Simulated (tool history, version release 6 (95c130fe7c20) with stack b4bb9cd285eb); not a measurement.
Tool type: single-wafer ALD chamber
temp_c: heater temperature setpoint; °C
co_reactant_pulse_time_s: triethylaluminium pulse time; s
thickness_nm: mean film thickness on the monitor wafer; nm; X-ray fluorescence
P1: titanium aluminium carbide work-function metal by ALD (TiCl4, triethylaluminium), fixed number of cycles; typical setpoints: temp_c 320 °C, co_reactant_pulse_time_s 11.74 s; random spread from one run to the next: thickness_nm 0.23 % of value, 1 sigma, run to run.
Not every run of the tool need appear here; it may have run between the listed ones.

Run 1, hour 17.2: temp_c 320 °C, co_reactant_pulse_time_s 11.74 s. Result: thickness_nm 2.2818 nm.
Run 2, hour 30.2: temp_c 320 °C, co_reactant_pulse_time_s 11.74 s. Result: thickness_nm 2.2796 nm.
Run 3, hour 44.3: temp_c 320 °C, co_reactant_pulse_time_s 16.1 s. Result: thickness_nm 2.3132 nm.
Run 4, hour 54: temp_c 334 °C, co_reactant_pulse_time_s 18.59 s. Result: thickness_nm 2.4382 nm.
Run 5, hour 66.3: temp_c 320 °C, co_reactant_pulse_time_s 11.74 s. Result: thickness_nm 2.273 nm.
Run 6, hour 83.3: temp_c 320 °C, co_reactant_pulse_time_s 11.74 s. Result: thickness_nm 2.2792 nm.
At hour 97.2: thermocouple changed; heater temperature recalibrated.
Run 7, hour 101.2: temp_c 296 °C, co_reactant_pulse_time_s 11.74 s. Result: thickness_nm 2.0591 nm.
Run 8, hour 109.6: temp_c 320 °C, co_reactant_pulse_time_s 5.37 s. Result: thickness_nm 1.9549 nm.
Run 9, hour 122.2: temp_c 340 °C, co_reactant_pulse_time_s 11.74 s. Result: thickness_nm 2.4697 nm.
Run 10, hour 138.5: temp_c 320 °C, co_reactant_pulse_time_s 11.74 s. Result: thickness_nm 2.2844 nm.
Run 11, hour 149.7: temp_c 320 °C, co_reactant_pulse_time_s 11.74 s. Result: thickness_nm 2.2727 nm.
Run 12, hour 158.1: temp_c 320 °C, co_reactant_pulse_time_s 11.74 s. Result: thickness_nm 2.2663 nm.
Run 13, hour 170.3: temp_c 320 °C, co_reactant_pulse_time_s 11.74 s. Result: thickness_nm 2.2528 nm.
Run 14, hour 186.2: temp_c 320 °C, co_reactant_pulse_time_s 11.74 s. Result: thickness_nm 2.2316 nm.
Run 15, hour 201.4: temp_c 320 °C, co_reactant_pulse_time_s 11.74 s. Result: thickness_nm 2.2245 nm.
Run 16, hour 217.7: temp_c 320 °C, co_reactant_pulse_time_s 11.74 s. Result: thickness_nm 2.2298 nm.
Run 17, hour 229.4: temp_c 320 °C, co_reactant_pulse_time_s 11.74 s. Result: thickness_nm 2.229 nm.

P1 has crept away from where it was. The log is fitted equally well by each of these 2 causes, at the sizes shown:
A: triethylaluminium dose below that of a fresh bottle (%) = 19.9
B: wafer temperature below the value expected at the setpoint (K) = 5.41
Creep in the process output first set in at about hour 149.7.

Question marks stand in for the results of the 4 check runs listed below, each run on one wafer. Under which run would the listed causes show clearly different results?
Run check 1, hour 241.1: temp_c 308 °C, co_reactant_pulse_time_s 11.74 s. Result: thickness_nm ?.
Run check 2, hour 241.1: temp_c 336 °C, co_reactant_pulse_time_s 11.74 s. Result: thickness_nm ?.
Run check 3, hour 241.1: temp_c 320 °C, co_reactant_pulse_time_s 7.4 s. Result: thickness_nm ?.
Run check 4, hour 241.1: temp_c 306 °C, co_reactant_pulse_time_s 11.74 s. Result: thickness_nm ?.

Check results expected under each cause:
  check        result    if A    if B
check 1  thickness_nm  2.1198   2.118
check 2  thickness_nm  2.3731  2.3761
check 3  thickness_nm  2.0181  2.0908
check 4  thickness_nm  2.1019  2.0998
Per-check spread between the two closest causes, in the result where they differ most: check 1 0.08 %; check 2 0.12 %; check 3 3.54 %; check 4 0.1 %
Check 3 tells the causes apart: in the others they would give nearly the same result.

Check 3 has now been run. It gave: thickness_nm 2.0161 nm. Which of the candidate causes is it?

A is the cause: triethylaluminium dose below that of a fresh bottle (%).
